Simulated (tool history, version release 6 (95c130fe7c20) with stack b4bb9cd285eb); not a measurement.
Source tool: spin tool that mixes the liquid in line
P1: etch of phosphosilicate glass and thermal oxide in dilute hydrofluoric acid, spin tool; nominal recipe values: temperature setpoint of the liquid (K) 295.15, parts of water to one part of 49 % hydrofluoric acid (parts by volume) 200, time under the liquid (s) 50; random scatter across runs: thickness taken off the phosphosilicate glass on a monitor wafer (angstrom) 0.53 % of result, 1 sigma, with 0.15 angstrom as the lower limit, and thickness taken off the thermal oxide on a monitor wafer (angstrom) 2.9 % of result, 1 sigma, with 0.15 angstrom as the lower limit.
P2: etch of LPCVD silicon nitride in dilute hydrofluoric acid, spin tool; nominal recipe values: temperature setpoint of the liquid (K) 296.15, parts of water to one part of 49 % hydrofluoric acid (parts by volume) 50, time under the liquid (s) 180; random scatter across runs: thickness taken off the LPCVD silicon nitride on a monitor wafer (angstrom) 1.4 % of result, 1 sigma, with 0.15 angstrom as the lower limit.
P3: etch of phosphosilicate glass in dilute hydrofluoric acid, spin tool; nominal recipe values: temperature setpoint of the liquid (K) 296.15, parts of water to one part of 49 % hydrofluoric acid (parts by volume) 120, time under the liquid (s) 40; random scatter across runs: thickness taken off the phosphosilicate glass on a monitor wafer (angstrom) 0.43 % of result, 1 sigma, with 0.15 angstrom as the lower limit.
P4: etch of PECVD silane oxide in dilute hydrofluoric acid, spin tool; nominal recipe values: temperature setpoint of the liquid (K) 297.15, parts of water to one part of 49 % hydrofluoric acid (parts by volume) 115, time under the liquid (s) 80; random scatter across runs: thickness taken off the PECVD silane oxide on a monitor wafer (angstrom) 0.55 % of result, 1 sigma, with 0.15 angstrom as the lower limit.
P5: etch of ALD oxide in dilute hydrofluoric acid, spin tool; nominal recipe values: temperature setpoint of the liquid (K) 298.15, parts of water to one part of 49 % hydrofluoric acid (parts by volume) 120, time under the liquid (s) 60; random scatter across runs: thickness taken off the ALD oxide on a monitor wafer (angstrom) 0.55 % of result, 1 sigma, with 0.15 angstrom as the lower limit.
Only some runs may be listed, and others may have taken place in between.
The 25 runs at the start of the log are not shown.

run	hour	process that ran	temperature setpoint of the liquid (K)	parts of water to one part of 49 % hydrofluoric acid (parts by volume)	time under the liquid (s)	hours since the thermometer was replaced	hours since the hydrofluoric acid flow meter was replaced	thickness taken off the phosphosilicate glass on a monitor wafer (angstrom)	thickness taken off the thermal oxide on a monitor wafer (angstrom)	thickness taken off the PECVD silane oxide on a monitor wafer (angstrom)	thickness taken off the ALD oxide on a monitor wafer (angstrom)	thickness taken off the LPCVD silicon nitride on a monitor wafer (angstrom)
26	306.5	P1	295.15	200	50	447.6	145.5	276.54	9.8654			
27	318.1	P1	295.15	200	50	459.2	157.1	281.34	9.1663			
28	329	P1	295.15	200	50	470.1	168	276.64	9.8114			
29	336.8	P3	296.15	120	40	477.9	175.8	182.24				
30	345.7	P3	296.15	210	40	486.8	184.7	93.942				
31	361.3	P1	295.15	200	50	502.4	200.3	278.34	9.6161			
32	368.3	P1	295.15	200	50	509.4	207.3	284.07	9.8126			
33	380.7	P1	295.15	200	50	521.8	219.7	288.46	10.139			
34	396.3	P1	295.15	200	50	537.4	235.3	290.17	9.9089			
35	410.3	P1	295.15	200	50	551.4	249.3	292.67	9.7812			

Run 36 has not been measured yet. What should we expect?
36	419.1	P1	295.15	200	50	560.2	258.1	?	?			

Run 36 gave thickness taken off the phosphosilicate glass on a monitor wafer (angstrom) 293.94, thickness taken off the thermal oxide on a monitor wafer (angstrom) 9.8592.
